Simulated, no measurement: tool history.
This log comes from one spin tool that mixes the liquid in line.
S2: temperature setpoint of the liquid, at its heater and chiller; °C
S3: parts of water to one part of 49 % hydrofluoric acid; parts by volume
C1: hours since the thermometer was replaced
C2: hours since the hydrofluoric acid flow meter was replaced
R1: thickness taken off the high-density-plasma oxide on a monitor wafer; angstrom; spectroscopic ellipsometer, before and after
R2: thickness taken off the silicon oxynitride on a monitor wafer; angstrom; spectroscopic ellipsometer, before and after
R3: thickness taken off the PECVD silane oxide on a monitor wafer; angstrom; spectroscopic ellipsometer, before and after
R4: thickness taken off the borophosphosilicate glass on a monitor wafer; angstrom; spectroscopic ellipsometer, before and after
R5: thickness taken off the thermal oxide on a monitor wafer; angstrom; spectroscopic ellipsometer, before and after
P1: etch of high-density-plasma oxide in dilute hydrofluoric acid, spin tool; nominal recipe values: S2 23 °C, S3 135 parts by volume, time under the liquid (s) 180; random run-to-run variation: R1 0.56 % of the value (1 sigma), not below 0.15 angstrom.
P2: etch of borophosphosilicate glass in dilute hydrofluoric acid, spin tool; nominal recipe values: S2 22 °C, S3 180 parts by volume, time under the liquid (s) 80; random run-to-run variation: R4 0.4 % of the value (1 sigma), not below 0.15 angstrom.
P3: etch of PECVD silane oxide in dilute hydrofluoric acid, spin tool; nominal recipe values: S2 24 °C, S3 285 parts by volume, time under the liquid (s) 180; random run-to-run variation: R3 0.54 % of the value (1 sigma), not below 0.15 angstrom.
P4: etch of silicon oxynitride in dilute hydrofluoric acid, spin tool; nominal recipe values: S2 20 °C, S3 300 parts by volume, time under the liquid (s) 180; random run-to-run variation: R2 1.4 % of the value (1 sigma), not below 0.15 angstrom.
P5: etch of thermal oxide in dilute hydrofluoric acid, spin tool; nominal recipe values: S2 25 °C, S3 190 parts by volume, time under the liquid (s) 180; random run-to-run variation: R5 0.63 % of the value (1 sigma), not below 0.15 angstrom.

{"run": 1, "day": 0.267, "process that ran": "P1", "S2": 23, "S3": 135, "time under the liquid (s)": 180, "C1": 1381.9, "C2": 899.8, "R1": 60.909}
{"run": 2, "day": 0.479, "process that ran": "P1", "S2": 23, "S3": 135, "time under the liquid (s)": 180, "C1": 1387, "C2": 904.9, "R1": 61.265}
{"run": 3, "day": 0.696, "process that ran": "P4", "S2": 20, "S3": 300, "time under the liquid (s)": 180, "C1": 1392.2, "C2": 910.1, "R2": 14.887}
{"run": 4, "day": 1.021, "process that ran": "P4", "S2": 26, "S3": 300, "time under the liquid (s)": 180, "C1": 1400, "C2": 917.9, "R2": 18.852}
{"run": 5, "day": 1.225, "process that ran": "P1", "S2": 23, "S3": 135, "time under the liquid (s)": 85, "C1": 1404.9, "C2": 922.8, "R1": 28.996}
{"run": 6, "day": 1.625, "process that ran": "P3", "S2": 24, "S3": 515, "time under the liquid (s)": 180, "C1": 1414.5, "C2": 932.4, "R3": 49.89}
{"run": 7, "day": 1.8, "process that ran": "P2", "S2": 22, "S3": 110, "time under the liquid (s)": 80, "C1": 1418.7, "C2": 936.6, "R4": 312.45}
{"run": 8, "day": 2.112, "process that ran": "P1", "S2": 23, "S3": 135, "time under the liquid (s)": 345, "C1": 1426.2, "C2": 944.1, "R1": 118.46}
{"run": 9, "day": 2.4, "process that ran": "P1", "S2": 23, "S3": 20, "time under the liquid (s)": 180, "C1": 1433.1, "C2": 951, "R1": 475.1}
{"run": 10, "day": 2.783, "process that ran": "P1", "S2": 23, "S3": 135, "time under the liquid (s)": 180, "C1": 1442.3, "C2": 960.2, "R1": 61.008}
{"run": 11, "day": 3.162, "process that ran": "P5", "S2": 33, "S3": 190, "time under the liquid (s)": 180, "C1": 1451.4, "C2": 969.3, "R5": 52.648}
{"run": 12, "day": 3.404, "process that ran": "P3", "S2": 32, "S3": 285, "time under the liquid (s)": 180, "C1": 1457.2, "C2": 975.1, "R3": 145.61}
{"run": 13, "day": 3.683, "process that ran": "P1", "S2": 23, "S3": 135, "time under the liquid (s)": 180, "C1": 1463.9, "C2": 981.8, "R1": 60.975}
{"run": 14, "day": 3.912, "process that ran": "P5", "S2": 25, "S3": 190, "time under the liquid (s)": 85, "C1": 1469.4, "C2": 987.3, "R5": 18.51}
{"run": 15, "day": 4.092, "process that ran": "P5", "S2": 25, "S3": 55, "time under the liquid (s)": 180, "C1": 1473.7, "C2": 991.6, "R5": 162.39}
{"run": 16, "day": 4.267, "process that ran": "P3", "S2": 24, "S3": 285, "time under the liquid (s)": 180, "C1": 1477.9, "C2": 995.8, "R3": 111.52}
{"run": 17, "day": 4.492, "process that ran": "P1", "S2": 23, "S3": 135, "time under the liquid (s)": 180, "C1": 1483.3, "C2": 1001.2, "R1": 61.415}
{"run": 18, "day": 4.704, "process that ran": "P1", "S2": 27, "S3": 70, "time under the liquid (s)": 180, "C1": 1488.4, "C2": 1006.3, "R1": 149.82}
{"run": 19, "day": 4.892, "process that ran": "P3", "S2": 24, "S3": 285, "time under the liquid (s)": 350, "C1": 1492.9, "C2": 1010.8, "R3": 217.67}
{"run": 20, "day": 5.242, "process that ran": "P1", "S2": 28, "S3": 135, "time under the liquid (s)": 180, "C1": 1501.3, "C2": 1019.2, "R1": 74.183}
{"run": 21, "day": 5.55, "process that ran": "P4", "S2": 20, "S3": 300, "time under the liquid (s)": 330, "C1": 1508.7, "C2": 1026.6, "R2": 27.298}
{"run": 22, "day": 5.812, "process that ran": "P1", "S2": 23, "S3": 135, "time under the liquid (s)": 180, "C1": 1515, "C2": 1032.9, "R1": 61.368}
{"run": 23, "day": 6.071, "process that ran": "P4", "S2": 20, "S3": 510, "time under the liquid (s)": 180, "C1": 1521.2, "C2": 1039.1, "R2": 8.1556}
{"run": 24, "day": 6.421, "process that ran": "P2", "S2": 17, "S3": 180, "time under the liquid (s)": 80, "C1": 1529.6, "C2": 1047.5, "R4": 144.18}
{"run": 25, "day": 6.633, "process that ran": "P5", "S2": 25, "S3": 190, "time under the liquid (s)": 180, "C1": 1534.7, "C2": 1052.6, "R5": 39.392}
{"run": 26, "day": 6.942, "process that ran": "P1", "S2": 23, "S3": 135, "time under the liquid (s)": 180, "C1": 1542.1, "C2": 1060, "R1": 60.919}
{"day": 7.15, "done": "hydrofluoric acid flow meter replaced"}
{"run": 27, "day": 7.154, "process that ran": "P1", "S2": 23, "S3": 230, "time under the liquid (s)": 180, "C1": 1547.2, "C2": 0.2, "R1": 32.413}
{"run": 28, "day": 7.442, "process that ran": "P1", "S2": 18, "S3": 135, "time under the liquid (s)": 180, "C1": 1554.1, "C2": 7.1, "R1": 50.492}
{"run": 29, "day": 7.671, "process that ran": "P2", "S2": 22, "S3": 180, "time under the liquid (s)": 80, "C1": 1559.6, "C2": 12.6, "R4": 175.97}
{"run": 30, "day": 7.858, "process that ran": "P2", "S2": 22, "S3": 180, "time under the liquid (s)": 35, "C1": 1564.1, "C2": 17.1, "R4": 76.541}
{"run": 31, "day": 8.158, "process that ran": "P1", "S2": 23, "S3": 135, "time under the liquid (s)": 180, "C1": 1571.3, "C2": 24.3, "R1": 61.406}
{"run": 32, "day": 8.504, "process that ran": "P1", "S2": 23, "S3": 135, "time under the liquid (s)": 180, "C1": 1579.6, "C2": 32.6, "R1": 59.187}
{"run": 33, "day": 8.783, "process that ran": "P1", "S2": 23, "S3": 135, "time under the liquid (s)": 180, "C1": 1586.3, "C2": 39.3, "R1": 57.579}
{"run": 34, "day": 8.962, "process that ran": "P1", "S2": 23, "S3": 135, "time under the liquid (s)": 180, "C1": 1590.6, "C2": 43.6, "R1": 57.23}
{"run": 35, "day": 9.2, "process that ran": "P1", "S2": 23, "S3": 135, "time under the liquid (s)": 180, "C1": 1596.3, "C2": 49.3, "R1": 56.942}
{"run": 36, "day": 9.379, "process that ran": "P1", "S2": 23, "S3": 135, "time under the liquid (s)": 180, "C1": 1600.6, "C2": 53.6, "R1": 57.679}
{"run": 37, "day": 9.696, "process that ran": "P1", "S2": 23, "S3": 135, "time under the liquid (s)": 180, "C1": 1608.2, "C2": 61.2, "R1": 56.979}
{"run": 38, "day": 10.012, "process that ran": "P1", "S2": 23, "S3": 135, "time under the liquid (s)": 180, "C1": 1615.8, "C2": 68.8, "R1": 56.795}

Compared with where it was, what P1 gives has crept away. Each cause listed below fits the log as well as the rest, at the size given for it:
A: hydrofluoric acid flow below the setpoint (%) = 6.42
B: liquid colder than its thermometer reads (K) = 1.95
The process output started creeping at around day 8.158.

Of the 4 check runs below, each run on 2 wafers with the results averaged and each result still a question mark, which one would tell the listed causes apart?
{"run": "check 1", "day": 10.329, "process that ran": "P4", "S2": 20, "S3": 510, "time under the liquid (s)": 180, "R2": "?"}
{"run": "check 2", "day": 10.329, "process that ran": "P2", "S2": 22, "S3": 180, "time under the liquid (s)": 40, "R4": "?"}
{"run": "check 3", "day": 10.329, "process that ran": "P5", "S2": 31, "S3": 95, "time under the liquid (s)": 180, "R5": "?"}
{"run": "check 4", "day": 10.329, "process that ran": "P3", "S2": 28, "S3": 500, "time under the liquid (s)": 180, "R3": "?"}

What every check run would give for each of its results, assuming each possible cause in turn:
check=check_1 result=R2 if_A=7.1561 if_B=7.1837
check=check_2 result=R4 if_A=81.099 if_B=81.414
check=check_3 result=R5 if_A=103.27 if_B=103.52
check=check_4 result=R3 if_A=53.441 if_B=55.523
Separation of the two closest causes in each check, using whichever result separates them best: check 1 0.39 %; check 2 0.39 %; check 3 0.24 %; check 4 3.82 %
Check 4 tells the causes apart: in the others they would give nearly the same result.

Running check 4 produced the following: R3 55.887 angstrom. Which one of the listed causes fits?

Of the candidate causes, it is B: liquid colder than its thermometer reads (K).

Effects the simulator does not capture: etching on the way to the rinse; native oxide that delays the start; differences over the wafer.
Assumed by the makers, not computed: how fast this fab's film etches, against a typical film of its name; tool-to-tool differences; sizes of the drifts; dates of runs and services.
